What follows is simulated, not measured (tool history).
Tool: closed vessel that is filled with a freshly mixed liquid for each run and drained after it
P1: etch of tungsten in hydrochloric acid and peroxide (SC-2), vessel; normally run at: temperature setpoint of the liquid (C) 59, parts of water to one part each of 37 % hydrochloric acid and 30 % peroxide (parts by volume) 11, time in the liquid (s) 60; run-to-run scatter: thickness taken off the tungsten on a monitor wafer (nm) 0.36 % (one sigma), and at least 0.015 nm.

| run | day | temperature setpoint of the liquid (C) | parts of water to one part each of 37 % hydrochloric acid and 30 % peroxide (parts by volume) | time in the liquid (s) | thickness taken off the tungsten on a monitor wafer (nm) |
|---|---|---|---|---|---|
| 1 | 0.396 | 59 | 11 | 60 | 18.155 |
| 2 | 0.733 | 59 | 6 | 30 | 14.803 |
|  | 1.292 | thermometer replaced |
| 3 | 1.308 | 59 | 11 | 60 | 18.253 |
| 4 | 1.754 | 44 | 11 | 60 | 6.7856 |
| 5 | 2.158 | 59 | 11 | 110 | 33.445 |
| 6 | 2.829 | 67 | 11 | 30 | 14.832 |
| 7 | 3.175 | 72 | 11 | 60 | 40.12 |
| 8 | 3.608 | 59 | 11 | 60 | 18.247 |
| 9 | 4.071 | 59 | 11 | 60 | 18.204 |
| 10 | 4.512 | 59 | 11 | 30 | 9.1825 |
| 11 | 5.138 | 59 | 4 | 60 | 39.317 |
| 12 | 5.467 | 59 | 11 | 60 | 18.173 |
| 13 | 6.021 | 59 | 20 | 60 | 10.689 |
| 14 | 6.521 | 59 | 11 | 60 | 18.311 |
| 15 | 6.983 | 59 | 11 | 60 | 17.506 |
| 16 | 7.492 | 59 | 11 | 60 | 17.202 |
| 17 | 7.988 | 59 | 11 | 60 | 16.903 |
| 18 | 8.325 | 59 | 11 | 60 | 16.859 |
| 19 | 8.871 | 59 | 11 | 60 | 16.833 |
|  | 8.946 | new drum of peroxide connected |
| 20 | 9.312 | 59 | 11 | 60 | 16.708 |
| 21 | 9.867 | 59 | 11 | 60 | 16.782 |

What P1 gives has crept away from where it was. These 2 causes fit the log equally well, each at the size given:
A: chemicals flow below the setpoint (%) = 9.54
B: liquid colder than its thermometer reads (K) = 1.35
The creep began at about day 6.521.
Why every other cause is out:
peroxide weaker than its label (%): serviced at day 8.946, which brought nothing back

4 check runs are offered, each on 2 wafers whose results are averaged, their results left as question marks. Which one tells the causes apart?
| check 1 | 10.421 | 51.5 | 4 | 60 | ? |
| check 2 | 10.421 | 69.5 | 11 | 110 | ? |
| check 3 | 10.421 | 59 | 19 | 30 | ? |
| check 4 | 10.421 | 49.5 | 17.5 | 60 | ? |

What each check would give under each cause:
| check | result | if A | if B |
|---|---|---|---|
| check 1 | thickness taken off the tungsten on a monitor wafer (nm) | 22.732 | 22.246 |
| check 2 | thickness taken off the tungsten on a monitor wafer (nm) | 58.314 | 58.612 |
| check 3 | thickness taken off the tungsten on a monitor wafer (nm) | 5.1497 | 5.1786 |
| check 4 | thickness taken off the tungsten on a monitor wafer (nm) | 5.9875 | 5.9862 |
How far apart the two closest causes lie, in the result that separates them most: check 1 2.16 %; check 2 0.51 %; check 3 0.56 %; check 4 0.02 %
Check 1 tells the causes apart: in the others they would give nearly the same result.

Check 1 was then run and gave: thickness taken off the tungsten on a monitor wafer (nm) 22.294. Which cause is it?

It is B: liquid colder than its thermometer reads (K).

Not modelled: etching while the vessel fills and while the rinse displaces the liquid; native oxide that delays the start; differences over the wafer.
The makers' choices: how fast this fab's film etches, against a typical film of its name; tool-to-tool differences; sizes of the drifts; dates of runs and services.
